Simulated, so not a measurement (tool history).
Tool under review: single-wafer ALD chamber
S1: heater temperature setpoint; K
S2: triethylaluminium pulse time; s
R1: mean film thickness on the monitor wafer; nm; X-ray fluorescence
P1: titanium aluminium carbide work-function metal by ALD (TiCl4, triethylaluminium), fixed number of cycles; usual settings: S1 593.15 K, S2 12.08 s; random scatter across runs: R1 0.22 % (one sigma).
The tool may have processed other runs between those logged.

| run | hour | S1 | S2 | R1 |
|---|---|---|---|---|
| 1 | 8.5 | 593.15 | 12.08 | 2.3093 |
|  | 9.9 | thermocouple changed; heater temperature recalibrated |
| 2 | 17.1 | 593.15 | 12.08 | 2.303 |
| 3 | 20.9 | 610.15 | 12.08 | 2.463 |
| 4 | 29.2 | 593.15 | 12.08 | 2.3024 |
| 5 | 34.1 | 593.15 | 12.08 | 2.3033 |
| 6 | 41.9 | 570.15 | 12.08 | 2.0868 |
| 7 | 48.9 | 593.15 | 12.08 | 2.2997 |
| 8 | 52.7 | 593.15 | 12.08 | 2.2971 |
| 9 | 59.5 | 593.15 | 4.36 | 1.8209 |
| 10 | 67.7 | 593.15 | 17.71 | 2.3306 |
| 11 | 71.7 | 603.15 | 16.5 | 2.4347 |
| 12 | 75.7 | 593.15 | 12.08 | 2.2983 |
| 13 | 80.2 | 593.15 | 12.08 | 2.2896 |
| 14 | 86.4 | 593.15 | 12.08 | 2.2836 |
| 15 | 93.2 | 593.15 | 12.08 | 2.2664 |
| 16 | 97.1 | 593.15 | 12.08 | 2.2681 |
| 17 | 101 | 593.15 | 12.08 | 2.2666 |
| 18 | 108 | 593.15 | 12.08 | 2.2677 |

P1 no longer gives what it gave before; its output has crept away from where it was. The following 2 causes, each at its listed size, fit the log equally well:
A: wafer temperature below the value expected at the setpoint (K) = 3.64
B: triethylaluminium dose below that of a fresh bottle (%) = 15.9
The drift started at roughly hour 75.7.

Below are 4 check runs, each on a single wafer, with their results shown as question marks. Which of them would tell the listed causes apart, meaning the causes would give clearly different results under it?
| check 1 | 115 | 575.15 | 12.08 | ? |
| check 2 | 115 | 572.15 | 12.08 | ? |
| check 3 | 115 | 603.15 | 7.45 | ? |
| check 4 | 115 | 610.15 | 12.08 | ? |

What each check would give under each cause:
| check | result | if A | if B |
|---|---|---|---|
| check 1 | R1 | 2.1001 | 2.102 |
| check 2 | R1 | 2.0726 | 2.0748 |
| check 3 | R1 | 2.2135 | 2.1515 |
| check 4 | R1 | 2.4257 | 2.4236 |
How far apart the two closest causes lie, in the result that separates them most: check 1 0.09 %; check 2 0.11 %; check 3 2.84 %; check 4 0.09 %
The causes can be told apart only by check 3. The other checks would give nearly the same results under each of them.

Here is what check 3 returned: R1 2.1611 nm. Which cause is it?

It was cause B: triethylaluminium dose below that of a fresh bottle (%).
